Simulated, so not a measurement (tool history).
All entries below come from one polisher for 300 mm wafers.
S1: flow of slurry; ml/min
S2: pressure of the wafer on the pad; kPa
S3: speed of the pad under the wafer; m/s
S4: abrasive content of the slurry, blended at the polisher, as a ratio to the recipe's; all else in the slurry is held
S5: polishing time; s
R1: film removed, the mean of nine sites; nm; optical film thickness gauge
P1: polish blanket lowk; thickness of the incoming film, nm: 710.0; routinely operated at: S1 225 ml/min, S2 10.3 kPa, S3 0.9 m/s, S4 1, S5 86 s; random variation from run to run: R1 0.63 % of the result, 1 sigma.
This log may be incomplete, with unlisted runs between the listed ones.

Run 1, day 0.167: S1 225 ml/min, S2 10.3 kPa, S3 0.9 m/s, S4 1, S5 86 s. Result: R1 24.565 nm.
Run 2, day 0.308: S1 315 ml/min, S2 10.3 kPa, S3 0.9 m/s, S4 1, S5 86 s. Result: R1 25.446 nm.
Run 3, day 0.504: S1 225 ml/min, S2 10.3 kPa, S3 0.9 m/s, S4 1, S5 39 s. Result: R1 11.123 nm.
Run 4, day 0.671: S1 225 ml/min, S2 4.8 kPa, S3 0.9 m/s, S4 1, S5 86 s. Result: R1 11.361 nm.
Run 5, day 0.888: S1 225 ml/min, S2 10.3 kPa, S3 0.9 m/s, S4 0.55, S5 86 s. Result: R1 17.931 nm.
Run 6, day 1.092: S1 225 ml/min, S2 10.3 kPa, S3 0.9 m/s, S4 1, S5 110 s. Result: R1 31.205 nm.
At day 1.112: slurry blender recalibrated.
Run 7, day 1.283: S1 225 ml/min, S2 10.3 kPa, S3 0.9 m/s, S4 1, S5 86 s. Result: R1 24.201 nm.
Run 8, day 1.433: S1 225 ml/min, S2 10.3 kPa, S3 0.9 m/s, S4 1, S5 86 s. Result: R1 24.613 nm.
Run 9, day 1.554: S1 225 ml/min, S2 10.3 kPa, S3 0.9 m/s, S4 1.3, S5 86 s. Result: R1 27.484 nm.
Run 10, day 1.746: S1 340 ml/min, S2 10.3 kPa, S3 1.24 m/s, S4 1, S5 86 s. Result: R1 32.66 nm.
Run 11, day 1.867: S1 225 ml/min, S2 10.3 kPa, S3 0.5 m/s, S4 1, S5 86 s. Result: R1 15.304 nm.
Run 12, day 2.021: S1 225 ml/min, S2 14.5 kPa, S3 1.12 m/s, S4 1, S5 86 s. Result: R1 40.968 nm.
Run 13, day 2.129: S1 225 ml/min, S2 10.3 kPa, S3 0.9 m/s, S4 1, S5 86 s. Result: R1 24.854 nm.
Run 14, day 2.271: S1 225 ml/min, S2 10.3 kPa, S3 0.9 m/s, S4 1, S5 86 s. Result: R1 24.513 nm.
Run 15, day 2.5: S1 135 ml/min, S2 10.3 kPa, S3 0.9 m/s, S4 1, S5 86 s. Result: R1 22.806 nm.

Expected results for the next run?
Run 16, day 2.696: S1 225 ml/min, S2 10.3 kPa, S3 1.32 m/s, S4 1, S5 86 s. Result: R1 ?.

R1: 33.264 nm
